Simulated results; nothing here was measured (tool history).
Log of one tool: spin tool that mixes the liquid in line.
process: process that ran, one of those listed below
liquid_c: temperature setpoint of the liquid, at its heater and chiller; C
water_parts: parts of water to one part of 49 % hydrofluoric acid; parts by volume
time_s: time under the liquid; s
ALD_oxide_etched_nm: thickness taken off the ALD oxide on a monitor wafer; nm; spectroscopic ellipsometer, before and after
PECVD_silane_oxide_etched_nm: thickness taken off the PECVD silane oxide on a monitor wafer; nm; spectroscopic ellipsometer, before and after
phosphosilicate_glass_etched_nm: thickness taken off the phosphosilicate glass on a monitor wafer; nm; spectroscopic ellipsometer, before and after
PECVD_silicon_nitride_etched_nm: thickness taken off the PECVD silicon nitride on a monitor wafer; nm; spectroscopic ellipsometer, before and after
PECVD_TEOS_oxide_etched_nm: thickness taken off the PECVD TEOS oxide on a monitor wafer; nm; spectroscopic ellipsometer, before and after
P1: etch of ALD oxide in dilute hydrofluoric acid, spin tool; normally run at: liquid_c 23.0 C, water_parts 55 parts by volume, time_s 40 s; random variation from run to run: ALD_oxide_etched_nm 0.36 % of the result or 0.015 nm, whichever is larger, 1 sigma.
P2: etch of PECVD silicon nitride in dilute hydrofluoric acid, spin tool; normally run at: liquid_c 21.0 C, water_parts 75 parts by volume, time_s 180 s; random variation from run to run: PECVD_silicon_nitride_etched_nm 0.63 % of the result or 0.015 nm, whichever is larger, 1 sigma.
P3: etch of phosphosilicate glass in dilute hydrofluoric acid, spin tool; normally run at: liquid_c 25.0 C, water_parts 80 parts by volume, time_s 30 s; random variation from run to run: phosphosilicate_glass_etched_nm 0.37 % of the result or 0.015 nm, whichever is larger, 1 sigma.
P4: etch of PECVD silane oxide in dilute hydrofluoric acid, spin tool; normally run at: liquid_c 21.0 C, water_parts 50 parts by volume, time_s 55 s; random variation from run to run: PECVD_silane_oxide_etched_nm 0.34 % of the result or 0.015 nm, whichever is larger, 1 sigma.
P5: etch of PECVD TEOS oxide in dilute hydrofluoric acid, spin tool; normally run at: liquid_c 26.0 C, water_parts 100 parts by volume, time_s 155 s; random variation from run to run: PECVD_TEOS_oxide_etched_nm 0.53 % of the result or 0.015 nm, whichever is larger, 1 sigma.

run     day  process  liquid_c  water_parts  time_s  hours since the thermometer was replaced  hours since the hydrofluoric acid flow meter was replaced  ALD_oxide_etched_nm  PECVD_silane_oxide_etched_nm  phosphosilicate_glass_etched_nm  PECVD_silicon_nitride_etched_nm  PECVD_TEOS_oxide_etched_nm
  1   0.442       P1      23.0           55      40                                     723.6                                                      165.9              10.8490
  2   0.838       P4      21.0           50      15                                     733.1                                                      175.4                                             8.1615
  3   1.429       P3      25.0           80      15                                     747.3                                                      189.6                                                                              22.192
  4   2.000       P1      23.0           95      40                                     761.0                                                      203.3               5.9523
  5   2.396       P2      21.0           75     180                                     770.5                                                      212.8                                                                                                              3.72570
  6   2.850       P1      23.0           55      40                                     781.4                                                      223.7              10.8070
  7   3.308       P1      23.0           55      40                                     792.4                                                      234.7              10.8620
  8   3.888       P1      17.5           55      15                                     806.3                                                      248.6               3.2263
  9   4.521       P2      17.0           75     180                                     821.5                                                      263.8                                                                                                              2.77130
 10   4.846       P1      18.5           55      40                                     829.3                                                      271.6               8.9936
 11   5.246       P3      25.0          110      30                                     838.9                                                      281.2                                                                              31.239
 12   5.642       P1      17.0           20      40                                     848.4                                                      290.7              23.9120
 13   6.275       P1      29.5           55      40                                     863.6                                                      305.9              14.0530
 14   6.883       P5      18.0          100     155                                     878.2                                                      320.5                                                                                                                                          17.2070
 15   7.167       P1      23.0           55      40                                     885.0                                                      327.3              10.9230
      7.471  -- hydrofluoric acid flow meter replaced
 16   7.638       P3      17.0           80      30                                     896.3                                                        4.1                                                                              32.084
 17   8.212       P5      26.0          100      60                                     910.1                                                       17.9                                                                                                                                           9.1433
 18   8.554       P1      28.5          100      40                                     918.3                                                       26.1               7.0101
 19   9.100       P1      23.0           20      40                                     931.4                                                       39.2              31.1870
 20   9.683       P1      23.0           55      40                                     945.4                                                       53.2              10.8510
 21   9.992       P4      17.0           50      55                                     952.8                                                       60.6                                            25.2680
 22  10.379       P1      23.0           55      65                                     962.1                                                       69.9              17.6150
 23  10.771       P5      26.0          100     155                                     971.5                                                       79.3                                                                                                                                          23.2880
 24  11.367       P4      21.0           80      55                                     985.8                                                       93.6                                            18.1410
 25  12.000       P5      26.0          100     155                                    1001.0                                                      108.8                                                                                                                                          23.8680
 26  12.554       P3      25.0           80      30                                    1014.3                                                      122.1                                                                              43.932
 27  13.104       P2      21.0           75      25                                    1027.5                                                      135.3                                                                                                              0.52306
 28  13.408       P1      23.0           55      15                                    1034.8                                                      142.6               4.0558
 29  13.800       P1      23.0           55      40                                    1044.2                                                      152.0              10.8910
 30  14.188       P4      21.0           50      55                                    1053.5                                                      161.3                                            30.1700

Run 31 comes next. What will it give?
 31  14.592       P1      23.0           55      40                                    1063.2                                                      171.0                    ?

Run 31 gave ALD_oxide_etched_nm 10.7740 nm.

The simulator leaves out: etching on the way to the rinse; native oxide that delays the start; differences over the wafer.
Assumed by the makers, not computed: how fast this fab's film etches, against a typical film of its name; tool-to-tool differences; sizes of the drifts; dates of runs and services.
